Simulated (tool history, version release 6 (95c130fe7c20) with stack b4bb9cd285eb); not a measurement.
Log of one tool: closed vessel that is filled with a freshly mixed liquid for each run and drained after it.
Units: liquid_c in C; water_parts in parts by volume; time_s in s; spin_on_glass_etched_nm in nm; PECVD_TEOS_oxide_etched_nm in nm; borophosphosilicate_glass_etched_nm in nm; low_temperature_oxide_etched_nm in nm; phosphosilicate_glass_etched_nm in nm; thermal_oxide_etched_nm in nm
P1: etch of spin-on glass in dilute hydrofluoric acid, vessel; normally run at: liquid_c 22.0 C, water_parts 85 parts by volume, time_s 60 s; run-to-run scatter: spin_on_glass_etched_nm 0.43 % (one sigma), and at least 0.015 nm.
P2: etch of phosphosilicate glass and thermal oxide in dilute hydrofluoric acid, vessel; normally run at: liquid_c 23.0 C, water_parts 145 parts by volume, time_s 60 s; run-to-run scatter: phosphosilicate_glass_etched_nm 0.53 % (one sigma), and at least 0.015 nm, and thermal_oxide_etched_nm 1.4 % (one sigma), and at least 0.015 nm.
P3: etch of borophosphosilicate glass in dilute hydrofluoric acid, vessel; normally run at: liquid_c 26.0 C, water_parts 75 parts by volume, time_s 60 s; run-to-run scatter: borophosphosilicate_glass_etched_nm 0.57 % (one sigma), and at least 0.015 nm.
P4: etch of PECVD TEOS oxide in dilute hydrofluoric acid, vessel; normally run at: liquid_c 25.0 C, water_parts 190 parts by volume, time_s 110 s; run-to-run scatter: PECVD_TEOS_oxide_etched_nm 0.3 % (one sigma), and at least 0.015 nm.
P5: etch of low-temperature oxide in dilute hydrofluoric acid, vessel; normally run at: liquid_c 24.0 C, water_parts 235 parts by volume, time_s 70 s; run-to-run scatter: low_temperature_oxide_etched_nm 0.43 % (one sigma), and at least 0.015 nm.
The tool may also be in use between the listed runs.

run	day	process	liquid_c	water_parts	time_s	spin_on_glass_etched_nm	PECVD_TEOS_oxide_etched_nm	borophosphosilicate_glass_etched_nm	low_temperature_oxide_etched_nm	phosphosilicate_glass_etched_nm	thermal_oxide_etched_nm
1	0.125	P1	22.0	85	60	35.571					
2	0.375	P4	25.0	35	110		71.4610				
3	0.608	P1	22.0	45	60	69.756					
4	0.783	P3	26.0	20	60			201.780			
5	0.917	P3	26.0	75	60			49.958			
6	1.158	P1	22.0	85	60	35.276					
7	1.321	P1	17.5	85	105	51.048					
8	1.483	P1	17.0	20	60	130.830					
9	1.612	P5	24.0	415	70				2.3900		
10	1.771	P4	25.0	190	110		10.9550				
11	1.942	P2	23.0	145	60					63.751	1.80110
12	2.154	P2	23.0	145	30					32.082	0.89633
13	2.329	P1	22.0	85	60	35.419					
14	2.558	P1	22.0	85	60	35.360					
15	2.675	P1	22.0	140	60	20.095					
16	2.904	P5	24.0	235	30				2.1319		
17	3.033	P1	29.5	145	60	25.400					
18	3.233	P2	23.0	35	60					302.490	8.38200
19	3.429	P5	18.0	235	70				3.9666		
20	3.621	P3	26.0	75	95			79.960			
21	3.792	P1	22.0	85	60	35.351					
22	3.979	P2	29.0	145	60					80.620	2.22450
23	4.150	P1	17.0	85	60	28.687					
24	4.350	P2	23.0	145	60					63.993	1.77180
25	4.462	P1	26.5	85	60	42.418					
26	4.638	P1	22.0	85	90	52.482					
27	4.754	P5	24.0	235	70				4.9535		
28	4.871	P3	33.5	75	60			66.810			
29	5.079	P1	22.0	85	30	17.599					
30	5.317	P4	25.0	190	30		2.9525				
31	5.492	P4	18.0	190	110		8.3402				
32	5.600	P1	22.0	85	60	35.455					
33	5.762	P1	22.0	85	60	36.594					
34	5.992	P1	22.0	85	60	37.565					
35	6.133	P1	22.0	85	60	38.072					
36	6.354	P1	22.0	85	60	38.261					
37	6.475	P1	22.0	85	60	38.159					
38	6.721	P1	22.0	85	60	38.963					
39	6.912	P1	22.0	85	60	38.895					
40	7.062	P1	22.0	85	60	38.623					

What P1 gives has crept away from where it was. These 2 causes fit the log equally well, each at the size given:
A: hydrofluoric acid flow above the setpoint (%) = 8.76
B: liquid hotter than its thermometer reads (K) = 2.29
The creep began at about day 5.600.

4 check runs are offered, each on 3 wafers whose results are averaged, their results left as question marks. Which one tells the causes apart?
check 1	7.212	P3	32.0	20	60			?			
check 2	7.212	P4	25.0	65	30		?				
check 3	7.212	P5	20.5	400	70				?		
check 4	7.212	P2	28.5	50	60					?	?

What each check would give under each cause:
check	result	if A	if B
check 1	borophosphosilicate_glass_etched_nm	281.970	283.070
check 2	PECVD_TEOS_oxide_etched_nm	11.0480	11.0530
check 3	low_temperature_oxide_etched_nm	2.4838	2.4019
check 4	phosphosilicate_glass_etched_nm	285.800	285.830
check 4	thermal_oxide_etched_nm	7.91070	7.91140
How far apart the two closest causes lie, in the result that separates them most: check 1 0.39 %; check 2 0.05 %; check 3 3.35 %; check 4 0.01 %
Only check 3 tells the causes apart: in the others they would give nearly the same result.

Then check 3 was run and gave: low_temperature_oxide_etched_nm 2.3826 nm. Which cause is it?

It is B: liquid hotter than its thermometer reads (K).
